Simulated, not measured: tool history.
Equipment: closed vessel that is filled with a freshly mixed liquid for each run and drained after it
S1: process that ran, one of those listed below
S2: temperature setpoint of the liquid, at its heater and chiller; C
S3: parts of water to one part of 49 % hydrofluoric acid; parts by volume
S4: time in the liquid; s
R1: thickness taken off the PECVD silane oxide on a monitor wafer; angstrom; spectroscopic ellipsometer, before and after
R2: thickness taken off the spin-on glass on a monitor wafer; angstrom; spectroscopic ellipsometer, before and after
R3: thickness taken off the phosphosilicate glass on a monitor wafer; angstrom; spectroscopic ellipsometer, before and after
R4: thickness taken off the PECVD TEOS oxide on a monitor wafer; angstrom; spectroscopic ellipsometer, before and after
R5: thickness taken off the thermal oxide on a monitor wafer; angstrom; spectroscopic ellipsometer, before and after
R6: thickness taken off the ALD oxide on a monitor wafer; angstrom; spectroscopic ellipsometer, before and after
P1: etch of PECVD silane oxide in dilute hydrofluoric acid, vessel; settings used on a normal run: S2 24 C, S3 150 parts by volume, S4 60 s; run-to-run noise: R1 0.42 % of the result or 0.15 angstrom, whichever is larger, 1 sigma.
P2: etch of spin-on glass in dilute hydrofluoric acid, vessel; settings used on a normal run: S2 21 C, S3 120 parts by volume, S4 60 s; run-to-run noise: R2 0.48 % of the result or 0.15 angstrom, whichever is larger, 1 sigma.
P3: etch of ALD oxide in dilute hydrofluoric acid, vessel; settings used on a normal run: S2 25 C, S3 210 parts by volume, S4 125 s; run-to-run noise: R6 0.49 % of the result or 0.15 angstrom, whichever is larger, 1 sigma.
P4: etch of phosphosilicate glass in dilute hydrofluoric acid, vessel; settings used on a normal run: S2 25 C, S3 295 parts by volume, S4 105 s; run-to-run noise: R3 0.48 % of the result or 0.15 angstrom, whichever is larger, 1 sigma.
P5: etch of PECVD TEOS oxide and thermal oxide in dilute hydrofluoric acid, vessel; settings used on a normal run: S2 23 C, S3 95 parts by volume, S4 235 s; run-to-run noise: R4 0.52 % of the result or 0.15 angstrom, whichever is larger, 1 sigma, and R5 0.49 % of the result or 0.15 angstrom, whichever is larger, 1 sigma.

run   hour  S1    S2   S3   S4      R1      R2      R3      R4      R5      R6
  1    8.5  P1    24  150   60  129.57
  2     20  P1    24  150   60  129.69
  3   29.4  P1    24  150   60  129.55
  4   39.2  P2    26  120   60          160.88
  5   46.2  P1    24  150   60  128.64
  6   57.6  P4    25  295  105                  356.73
  7   70.1  P1    24  150   30  65.116
  8   77.4  P1    24   90   60  233.01
  9   84.4  P1    24  150   60  130.39
 10   92.9  P1    30  150   60  162.93
 11  105.1  P1    24  150   60  129.13
 12    117  P4    25  295  185                  629.13
 13  123.6  P1    24  150   60   130.3
 14  136.6  P1    24  245   60   71.29
 15  147.2  P5    23   95   90                          161.58  43.325
 16  155.1  P5    23  140  235                          273.52  73.479
 17  160.9  P1  20.5   70   60  265.78
 18  173.3  P4  18.5  295  105                  283.06
 19  184.8  P3    25  210  125                                           125.3
 20  190.6  P3    25  210  200                                          198.63
 21  197.6  P3    20  210  125                                          104.54
 22  209.3  P2    21  215   60          67.443
 23  219.8  P1    19  150   60  106.67
 24  226.6  P2    21  120   60          133.05
 25  236.5  P5    30   95  235                          557.99  148.95

What does the tool deliver on the next run?
 26  247.9  P1  24  150  85   ?

{"run 26": {"R1": 185.11}}
